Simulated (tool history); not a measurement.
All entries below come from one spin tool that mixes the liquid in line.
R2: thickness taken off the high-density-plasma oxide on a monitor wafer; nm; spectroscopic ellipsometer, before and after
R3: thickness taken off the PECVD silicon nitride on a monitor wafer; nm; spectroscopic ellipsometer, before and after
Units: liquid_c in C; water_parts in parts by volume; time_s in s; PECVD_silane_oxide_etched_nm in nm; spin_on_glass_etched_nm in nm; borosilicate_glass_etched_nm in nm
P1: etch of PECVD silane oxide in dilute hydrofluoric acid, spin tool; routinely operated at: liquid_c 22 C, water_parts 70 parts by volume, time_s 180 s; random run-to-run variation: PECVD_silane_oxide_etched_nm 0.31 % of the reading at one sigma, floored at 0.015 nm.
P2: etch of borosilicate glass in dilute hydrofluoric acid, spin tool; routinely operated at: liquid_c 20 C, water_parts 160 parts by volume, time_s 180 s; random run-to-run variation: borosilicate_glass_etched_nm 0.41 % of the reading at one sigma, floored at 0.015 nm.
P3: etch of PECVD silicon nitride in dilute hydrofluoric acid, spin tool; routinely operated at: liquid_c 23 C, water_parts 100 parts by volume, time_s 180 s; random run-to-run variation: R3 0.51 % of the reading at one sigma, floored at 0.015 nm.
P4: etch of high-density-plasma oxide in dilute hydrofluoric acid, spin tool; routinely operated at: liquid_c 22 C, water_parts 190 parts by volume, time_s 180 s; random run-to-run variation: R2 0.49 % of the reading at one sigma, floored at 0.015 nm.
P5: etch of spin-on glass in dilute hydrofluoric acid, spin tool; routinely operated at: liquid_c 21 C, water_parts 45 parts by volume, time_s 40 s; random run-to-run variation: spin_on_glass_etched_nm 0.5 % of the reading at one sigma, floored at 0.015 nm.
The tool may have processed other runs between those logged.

run 1 hour=5.5 | process=P1 liquid_c=22 water_parts=70 time_s=180 | PECVD_silane_oxide_etched_nm=43.291
run 2 hour=11.9 | process=P1 liquid_c=22 water_parts=70 time_s=180 | PECVD_silane_oxide_etched_nm=43.382
run 3 hour=16.6 | process=P4 liquid_c=22 water_parts=190 time_s=20 | R2=0.60089
run 4 hour=23.1 | process=P4 liquid_c=22 water_parts=190 time_s=180 | R2=5.2734
run 5 hour=27.6 | process=P4 liquid_c=22 water_parts=45 time_s=180 | R2=26.384
run 6 hour=31.9 | process=P3 liquid_c=23 water_parts=25 time_s=180 | R3=32.544
run 7 hour=35.7 | process=P1 liquid_c=17 water_parts=70 time_s=330 | PECVD_silane_oxide_etched_nm=64.487
run 8 hour=42.2 | process=P3 liquid_c=23 water_parts=100 time_s=180 | R3=8.3269
run 9 hour=45.8 | process=P1 liquid_c=27 water_parts=45 time_s=180 | PECVD_silane_oxide_etched_nm=85.539
run 10 hour=51.9 | process=P1 liquid_c=22 water_parts=70 time_s=320 | PECVD_silane_oxide_etched_nm=77.17
run 11 hour=57.3 | process=P5 liquid_c=21 water_parts=45 time_s=40 | spin_on_glass_etched_nm=59.178
run 12 hour=64.1 | process=P5 liquid_c=21 water_parts=70 time_s=40 | spin_on_glass_etched_nm=36.926
run 13 hour=68.9 | process=P3 liquid_c=17 water_parts=100 time_s=180 | R3=5.5819
run 14 hour=74.7 | process=P3 liquid_c=23 water_parts=100 time_s=180 | R3=8.3914
run 15 hour=78.6 | process=P2 liquid_c=17 water_parts=160 time_s=180 | borosilicate_glass_etched_nm=21.677
run 16 hour=83.3 | process=P4 liquid_c=22 water_parts=190 time_s=180 | R2=5.2835
run 17 hour=87.5 | process=P1 liquid_c=26.5 water_parts=70 time_s=180 | PECVD_silane_oxide_etched_nm=52.025
run 18 hour=92.9 | process=P5 liquid_c=21 water_parts=45 time_s=80 | spin_on_glass_etched_nm=118.3
run 19 hour=96.3 | process=P1 liquid_c=22 water_parts=105 time_s=180 | PECVD_silane_oxide_etched_nm=27.786
run 20 hour=101.6 | process=P1 liquid_c=22 water_parts=70 time_s=90 | PECVD_silane_oxide_etched_nm=21.735
run 21 hour=108.2 | process=P1 liquid_c=22 water_parts=70 time_s=180 | PECVD_silane_oxide_etched_nm=43.393
run 22 hour=112.6 | process=P2 liquid_c=20 water_parts=225 time_s=180 | borosilicate_glass_etched_nm=16.343
run 23 hour=118.5 | process=P2 liquid_c=20 water_parts=160 time_s=180 | borosilicate_glass_etched_nm=24.634
run 24 hour=123.5 | process=P5 liquid_c=26 water_parts=45 time_s=40 | spin_on_glass_etched_nm=72.319
run 25 hour=130 | process=P1 liquid_c=17 water_parts=70 time_s=180 | PECVD_silane_oxide_etched_nm=35.004
run 26 hour=135.6 | process=P5 liquid_c=21 water_parts=45 time_s=40 | spin_on_glass_etched_nm=59.716
run 27 hour=139.6 | process=P1 liquid_c=22 water_parts=70 time_s=180 | PECVD_silane_oxide_etched_nm=43.407
run 28 hour=143.5 | process=P1 liquid_c=22 water_parts=20 time_s=180 | PECVD_silane_oxide_etched_nm=161.85
run 29 hour=149.9 | process=P3 liquid_c=23 water_parts=100 time_s=360 | R3=16.872
run 30 hour=156.7 | process=P4 liquid_c=17 water_parts=190 time_s=180 | R2=4.3232
run 31 hour=163.2 | process=P1 liquid_c=22 water_parts=70 time_s=180 | PECVD_silane_oxide_etched_nm=43.285
run 32 hour=168.1 | process=P2 liquid_c=20 water_parts=160 time_s=285 | borosilicate_glass_etched_nm=38.893
run 33 hour=173.7 | process=P1 liquid_c=22 water_parts=70 time_s=180 | PECVD_silane_oxide_etched_nm=43.544
run 34 hour=178.4 | process=P1 liquid_c=22 water_parts=70 time_s=180 | PECVD_silane_oxide_etched_nm=43.315

Expected results for the next run?
run 35 hour=183.1 | process=P1 liquid_c=22 water_parts=70 time_s=180 | PECVD_silane_oxide_etched_nm=?

PECVD_silane_oxide_etched_nm: 42.322 nm
